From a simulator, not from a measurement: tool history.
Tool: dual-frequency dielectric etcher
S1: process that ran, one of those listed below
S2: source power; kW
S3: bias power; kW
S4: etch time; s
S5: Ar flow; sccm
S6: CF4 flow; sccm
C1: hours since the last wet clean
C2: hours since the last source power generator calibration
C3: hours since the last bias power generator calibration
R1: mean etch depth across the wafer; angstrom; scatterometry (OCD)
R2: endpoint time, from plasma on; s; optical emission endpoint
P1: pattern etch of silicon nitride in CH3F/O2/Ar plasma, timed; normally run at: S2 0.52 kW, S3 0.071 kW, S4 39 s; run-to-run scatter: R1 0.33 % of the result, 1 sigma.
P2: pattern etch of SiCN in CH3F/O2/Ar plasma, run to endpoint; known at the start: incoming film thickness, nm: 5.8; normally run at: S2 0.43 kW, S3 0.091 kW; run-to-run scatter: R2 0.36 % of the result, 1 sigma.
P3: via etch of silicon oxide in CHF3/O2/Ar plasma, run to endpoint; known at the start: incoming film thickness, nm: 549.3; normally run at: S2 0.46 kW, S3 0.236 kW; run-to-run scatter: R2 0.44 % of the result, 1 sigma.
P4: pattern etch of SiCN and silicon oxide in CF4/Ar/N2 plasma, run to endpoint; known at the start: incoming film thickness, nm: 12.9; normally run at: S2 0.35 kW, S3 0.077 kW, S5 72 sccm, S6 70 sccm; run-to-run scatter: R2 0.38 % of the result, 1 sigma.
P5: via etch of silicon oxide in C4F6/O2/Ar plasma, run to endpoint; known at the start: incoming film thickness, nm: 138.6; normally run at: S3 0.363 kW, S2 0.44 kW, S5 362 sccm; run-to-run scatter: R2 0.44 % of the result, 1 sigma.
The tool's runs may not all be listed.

{"run": 1, "hour": 11.0, "S1": "P1", "S2": 0.52, "S3": 0.071, "S4": 39, "C1": 483.5, "C2": 999.5, "C3": 1432.7, "R1": 289.57}
{"run": 2, "hour": 16.5, "S1": "P5", "S2": 0.44, "S3": 0.363, "S5": 500, "C1": 489, "C2": 1005, "C3": 1438.2, "R2": 34.771}
{"run": 3, "hour": 26.3, "S1": "P1", "S2": 0.52, "S3": 0.071, "S4": 39, "C1": 498.8, "C2": 1014.8, "C3": 1448, "R1": 290}
{"run": 4, "hour": 32.7, "S1": "P4", "S2": 0.35, "S3": 0.077, "S5": 72, "S6": 70, "C1": 505.2, "C2": 1021.2, "C3": 1454.4, "R2": 17.263}
{"run": 5, "hour": 41.6, "S1": "P1", "S2": 0.39, "S3": 0.071, "S4": 39, "C1": 514.1, "C2": 1030.1, "C3": 1463.3, "R1": 259.73}
{"run": 6, "hour": 52.0, "S1": "P5", "S2": 0.58, "S3": 0.363, "S5": 362, "C1": 524.5, "C2": 1040.5, "C3": 1473.7, "R2": 29.87}
{"run": 7, "hour": 59.5, "S1": "P1", "S2": 0.52, "S3": 0.071, "S4": 39, "C1": 532, "C2": 1048, "C3": 1481.2, "R1": 289}
{"run": 8, "hour": 66.3, "S1": "P1", "S2": 0.52, "S3": 0.071, "S4": 21.5, "C1": 538.8, "C2": 1054.8, "C3": 1488, "R1": 159.79}
{"run": 9, "hour": 77.3, "S1": "P3", "S2": 0.46, "S3": 0.236, "C1": 549.8, "C2": 1065.8, "C3": 1499, "R2": 282.92}
{"run": 10, "hour": 88.6, "S1": "P1", "S2": 0.69, "S3": 0.058, "S4": 39, "C1": 561.1, "C2": 1077.1, "C3": 1510.3, "R1": 302.62}
{"run": 11, "hour": 101.0, "S1": "P4", "S2": 0.49, "S3": 0.077, "S5": 72, "S6": 70, "C1": 573.5, "C2": 1089.5, "C3": 1522.7, "R2": 12.872}
{"run": 12, "hour": 108.5, "S1": "P1", "S2": 0.7, "S3": 0.071, "S4": 39, "C1": 581, "C2": 1097, "C3": 1530.2, "R1": 325.41}
{"run": 13, "hour": 115.7, "S1": "P5", "S2": 0.44, "S3": 0.363, "S5": 362, "C1": 588.2, "C2": 1104.2, "C3": 1537.4, "R2": 33.352}
{"run": 14, "hour": 121.9, "S1": "P5", "S2": 0.44, "S3": 0.363, "S5": 362, "C1": 594.4, "C2": 1110.4, "C3": 1543.6, "R2": 33.127}
{"run": 15, "hour": 131.7, "S1": "P1", "S2": 0.52, "S3": 0.071, "S4": 56.5, "C1": 604.2, "C2": 1120.2, "C3": 1553.4, "R1": 418.92}
{"run": 16, "hour": 140.8, "S1": "P1", "S2": 0.52, "S3": 0.093, "S4": 39, "C1": 613.3, "C2": 1129.3, "C3": 1562.5, "R1": 317.74}
{"run": 17, "hour": 149.6, "S1": "P4", "S2": 0.35, "S3": 0.077, "S5": 72, "S6": 90, "C1": 622.1, "C2": 1138.1, "C3": 1571.3, "R2": 16.734}
{"run": 18, "hour": 162.3, "S1": "P2", "S2": 0.43, "S3": 0.091, "C1": 634.8, "C2": 1150.8, "C3": 1584, "R2": 13.693}
{"run": 19, "hour": 173.5, "S1": "P3", "S2": 0.46, "S3": 0.236, "C1": 646, "C2": 1162, "C3": 1595.2, "R2": 281.17}
{"run": 20, "hour": 182.3, "S1": "P1", "S2": 0.52, "S3": 0.071, "S4": 39, "C1": 654.8, "C2": 1170.8, "C3": 1604, "R1": 290.01}
{"run": 21, "hour": 189.1, "S1": "P4", "S2": 0.35, "S3": 0.108, "S5": 72, "S6": 70, "C1": 661.6, "C2": 1177.6, "C3": 1610.8, "R2": 15.4}
{"run": 22, "hour": 200.3, "S1": "P4", "S2": 0.35, "S3": 0.077, "S5": 96, "S6": 70, "C1": 672.8, "C2": 1188.8, "C3": 1622, "R2": 18.012}
{"run": 23, "hour": 205.9, "S1": "P1", "S2": 0.52, "S3": 0.071, "S4": 39, "C1": 678.4, "C2": 1194.4, "C3": 1627.6, "R1": 289.27}
{"hour": 213.3, "done": "source power generator calibrated"}
{"run": 24, "hour": 217.1, "S1": "P2", "S2": 0.32, "S3": 0.091, "C1": 689.6, "C2": 3.9, "C3": 1638.8, "R2": 15.219}
{"run": 25, "hour": 226.5, "S1": "P3", "S2": 0.66, "S3": 0.236, "C1": 699, "C2": 13.3, "C3": 1648.2, "R2": 247.95}
{"run": 26, "hour": 235.7, "S1": "P3", "S2": 0.46, "S3": 0.283, "C1": 708.2, "C2": 22.5, "C3": 1657.4, "R2": 265}
{"run": 27, "hour": 241.8, "S1": "P5", "S2": 0.44, "S3": 0.231, "S5": 362, "C1": 714.3, "C2": 28.6, "C3": 1663.5, "R2": 39.037}
{"run": 28, "hour": 251.1, "S1": "P1", "S2": 0.52, "S3": 0.046, "S4": 39, "C1": 723.6, "C2": 37.9, "C3": 1672.8, "R1": 253.11}
{"run": 29, "hour": 261.8, "S1": "P2", "S2": 0.43, "S3": 0.058, "C1": 734.3, "C2": 48.6, "C3": 1683.5, "R2": 16.18}
{"run": 30, "hour": 270.4, "S1": "P1", "S2": 0.52, "S3": 0.071, "S4": 39, "C1": 742.9, "C2": 57.2, "C3": 1692.1, "R1": 290.54}
{"run": 31, "hour": 280.7, "S1": "P1", "S2": 0.52, "S3": 0.071, "S4": 39, "C1": 753.2, "C2": 67.5, "C3": 1702.4, "R1": 292.08}
{"run": 32, "hour": 290.7, "S1": "P1", "S2": 0.52, "S3": 0.071, "S4": 39, "C1": 763.2, "C2": 77.5, "C3": 1712.4, "R1": 291.56}
{"hour": 301.5, "done": "wet clean of the chamber"}
{"run": 33, "hour": 302.3, "S1": "P1", "S2": 0.52, "S3": 0.071, "S4": 39, "C1": 0.8, "C2": 89.1, "C3": 1724, "R1": 293.04}
{"run": 34, "hour": 311.3, "S1": "P1", "S2": 0.52, "S3": 0.071, "S4": 39, "C1": 9.8, "C2": 98.1, "C3": 1733, "R1": 293.1}
{"run": 35, "hour": 316.9, "S1": "P1", "S2": 0.52, "S3": 0.071, "S4": 39, "C1": 15.4, "C2": 103.7, "C3": 1738.6, "R1": 293.94}
{"run": 36, "hour": 327.0, "S1": "P1", "S2": 0.52, "S3": 0.071, "S4": 39, "C1": 25.5, "C2": 113.8, "C3": 1748.7, "R1": 294.65}
{"run": 37, "hour": 338.5, "S1": "P1", "S2": 0.52, "S3": 0.071, "S4": 39, "C1": 37, "C2": 125.3, "C3": 1760.2, "R1": 294.12}
{"run": 38, "hour": 350.0, "S1": "P1", "S2": 0.52, "S3": 0.071, "S4": 39, "C1": 48.5, "C2": 136.8, "C3": 1771.7, "R1": 294.98}

What P1 gives has crept away from where it was. These 2 causes fit the log equally well, each at the size given:
A: bias power that arrives over what is set, % = 4.98
B: source power that arrives over what is set, % = 4.37
The creep began at about hour 270.4.
Why every other cause is out:
chamber walls in a state that raises the etch rate, %: serviced at hour 301.5, which brought nothing back

4 check runs are offered, each on 2 wafers whose results are averaged, their results left as question marks. Which one tells the causes apart?
{"run": "check 1", "hour": 361.5, "S1": "P3", "S2": 0.46, "S3": 0.236, "R2": "?"}
{"run": "check 2", "hour": 361.5, "S1": "P2", "S2": 0.43, "S3": 0.091, "R2": "?"}
{"run": "check 3", "hour": 361.5, "S1": "P5", "S2": 0.44, "S3": 0.363, "S5": 362, "R2": "?"}
{"run": "check 4", "hour": 361.5, "S1": "P4", "S2": 0.35, "S3": 0.077, "S5": 72, "S6": 70, "R2": "?"}

What each check would give under each cause:
check=check_1 result=R2 if_A=277.89 if_B=278.31
check=check_2 result=R2 if_A=13.492 if_B=13.52
check=check_3 result=R2 if_A=32.81 if_B=32.851
check=check_4 result=R2 if_A=17.013 if_B=16.65
How far apart the two closest causes lie, in the result that separates them most: check 1 0.15 %; check 2 0.21 %; check 3 0.12 %; check 4 2.15 %
Check 4 tells the causes apart: in the others they would give nearly the same result.

Then check 4 was run and gave: R2 16.636 s. Which cause is it?

It is B: source power that arrives over what is set, %.

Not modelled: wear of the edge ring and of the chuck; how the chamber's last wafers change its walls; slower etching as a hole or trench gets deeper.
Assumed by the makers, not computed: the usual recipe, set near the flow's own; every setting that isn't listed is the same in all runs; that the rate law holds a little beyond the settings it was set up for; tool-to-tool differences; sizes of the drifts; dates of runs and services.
